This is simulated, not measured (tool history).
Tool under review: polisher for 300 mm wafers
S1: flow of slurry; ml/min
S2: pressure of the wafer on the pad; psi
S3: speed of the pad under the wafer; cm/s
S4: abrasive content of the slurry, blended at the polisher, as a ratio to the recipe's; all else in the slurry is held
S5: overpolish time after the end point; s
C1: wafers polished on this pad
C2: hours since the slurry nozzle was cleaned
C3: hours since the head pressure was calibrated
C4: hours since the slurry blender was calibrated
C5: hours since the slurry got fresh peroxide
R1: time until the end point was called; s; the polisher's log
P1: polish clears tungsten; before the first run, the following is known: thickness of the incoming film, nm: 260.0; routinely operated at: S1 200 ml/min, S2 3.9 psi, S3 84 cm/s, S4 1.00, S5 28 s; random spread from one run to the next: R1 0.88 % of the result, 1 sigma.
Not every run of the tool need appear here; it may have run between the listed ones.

{"run": 1, "hour": 11.4, "S1": 200, "S2": 3.9, "S3": 84, "S4": 1.0, "S5": 28, "C1": 280, "C2": 45.9, "C3": 426.7, "C4": 261.7, "C5": 128.7, "R1": 65.498}
{"run": 2, "hour": 20.1, "S1": 200, "S2": 3.9, "S3": 84, "S4": 1.0, "S5": 8, "C1": 349, "C2": 54.6, "C3": 435.4, "C4": 270.4, "C5": 137.4, "R1": 66.88}
{"run": 3, "hour": 27.5, "S1": 200, "S2": 3.9, "S3": 84, "S4": 1.0, "S5": 56, "C1": 407, "C2": 62.0, "C3": 442.8, "C4": 277.8, "C5": 144.8, "R1": 67.716}
{"run": 4, "hour": 41.4, "S1": 200, "S2": 3.9, "S3": 134, "S4": 1.0, "S5": 28, "C1": 516, "C2": 75.9, "C3": 456.7, "C4": 291.7, "C5": 158.7, "R1": 41.325}
{"run": 5, "hour": 57.9, "S1": 200, "S2": 3.9, "S3": 84, "S4": 1.0, "S5": 28, "C1": 645, "C2": 92.4, "C3": 473.2, "C4": 308.2, "C5": 175.2, "R1": 66.2}
{"run": 6, "hour": 67.0, "S1": 200, "S2": 3.9, "S3": 84, "S4": 1.0, "S5": 28, "C1": 717, "C2": 101.5, "C3": 482.3, "C4": 317.3, "C5": 184.3, "R1": 67.106}
{"run": 7, "hour": 79.6, "S1": 200, "S2": 3.9, "S3": 84, "S4": 1.0, "S5": 28, "C1": 815, "C2": 114.1, "C3": 494.9, "C4": 329.9, "C5": 196.9, "R1": 66.466}
{"run": 8, "hour": 93.7, "S1": 295, "S2": 3.9, "S3": 84, "S4": 1.0, "S5": 8, "C1": 926, "C2": 128.2, "C3": 509.0, "C4": 344.0, "C5": 211.0, "R1": 64.349}
{"run": 9, "hour": 108.5, "S1": 120, "S2": 3.9, "S3": 84, "S4": 1.0, "S5": 28, "C1": 1042, "C2": 143.0, "C3": 523.8, "C4": 358.8, "C5": 225.8, "R1": 72.54}
{"run": 10, "hour": 122.4, "S1": 300, "S2": 3.9, "S3": 84, "S4": 1.0, "S5": 28, "C1": 1151, "C2": 156.9, "C3": 537.7, "C4": 372.7, "C5": 239.7, "R1": 63.836}
{"run": 11, "hour": 138.4, "S1": 200, "S2": 3.9, "S3": 84, "S4": 1.5, "S5": 28, "C1": 1277, "C2": 172.9, "C3": 553.7, "C4": 388.7, "C5": 255.7, "R1": 60.597}
{"run": 12, "hour": 152.3, "S1": 200, "S2": 3.9, "S3": 84, "S4": 0.55, "S5": 28, "C1": 1386, "C2": 186.8, "C3": 567.6, "C4": 402.6, "C5": 269.6, "R1": 76.496}
{"run": 13, "hour": 168.9, "S1": 200, "S2": 3.9, "S3": 48, "S4": 1.0, "S5": 8, "C1": 1516, "C2": 203.4, "C3": 584.2, "C4": 419.2, "C5": 286.2, "R1": 115.06}
{"run": 14, "hour": 180.9, "S1": 200, "S2": 3.9, "S3": 84, "S4": 1.0, "S5": 28, "C1": 1610, "C2": 215.4, "C3": 596.2, "C4": 431.2, "C5": 298.2, "R1": 67.138}
{"run": 15, "hour": 189.3, "S1": 200, "S2": 6.0, "S3": 84, "S4": 1.0, "S5": 28, "C1": 1676, "C2": 223.8, "C3": 604.6, "C4": 439.6, "C5": 306.6, "R1": 42.982}
{"run": 16, "hour": 201.1, "S1": 200, "S2": 1.8, "S3": 84, "S4": 1.0, "S5": 28, "C1": 1768, "C2": 235.6, "C3": 616.4, "C4": 451.4, "C5": 318.4, "R1": 145.92}
{"hour": 209.2, "done": "head pressure recalibrated"}
{"run": 17, "hour": 210.6, "S1": 200, "S2": 3.9, "S3": 42, "S4": 1.0, "S5": 28, "C1": 1843, "C2": 245.1, "C3": 1.4, "C4": 460.9, "C5": 327.9, "R1": 133.65}
{"run": 18, "hour": 226.9, "S1": 200, "S2": 2.1, "S3": 84, "S4": 1.25, "S5": 28, "C1": 1971, "C2": 261.4, "C3": 17.7, "C4": 477.2, "C5": 344.2, "R1": 117.79}
{"run": 19, "hour": 238.3, "S1": 200, "S2": 3.9, "S3": 84, "S4": 1.0, "S5": 28, "C1": 2060, "C2": 272.8, "C3": 29.1, "C4": 488.6, "C5": 355.6, "R1": 66.825}
{"run": 20, "hour": 248.1, "S1": 200, "S2": 3.9, "S3": 84, "S4": 1.0, "S5": 28, "C1": 2137, "C2": 282.6, "C3": 38.9, "C4": 498.4, "C5": 365.4, "R1": 67.454}
{"run": 21, "hour": 263.2, "S1": 200, "S2": 3.9, "S3": 84, "S4": 1.0, "S5": 28, "C1": 2255, "C2": 297.7, "C3": 54.0, "C4": 513.5, "C5": 380.5, "R1": 67.781}
{"run": 22, "hour": 273.0, "S1": 200, "S2": 3.9, "S3": 84, "S4": 1.0, "S5": 28, "C1": 2332, "C2": 307.5, "C3": 63.8, "C4": 523.3, "C5": 390.3, "R1": 68.641}
{"run": 23, "hour": 287.2, "S1": 200, "S2": 3.9, "S3": 84, "S4": 1.0, "S5": 28, "C1": 2444, "C2": 321.7, "C3": 78.0, "C4": 537.5, "C5": 404.5, "R1": 70.439}
{"hour": 287.8, "done": "worn pad replaced by a new one"}
{"hour": 297.3, "done": "head pressure recalibrated"}
{"run": 24, "hour": 299.4, "S1": 200, "S2": 3.9, "S3": 84, "S4": 1.0, "S5": 28, "C1": 91, "C2": 333.9, "C3": 2.1, "C4": 549.7, "C5": 416.7, "R1": 69.563}

Run 25 is up next; what results do you expect?
{"hour": 301.8, "done": "slurry tank refilled with fresh slurry and peroxide"}
{"run": 25, "hour": 313.6, "S1": 200, "S2": 3.9, "S3": 84, "S4": 1.0, "S5": 28, "C1": 202, "C2": 348.1, "C3": 16.3, "C4": 563.9, "C5": 11.9, "R1": "?"}

{"run 25": {"R1": 70.712}}
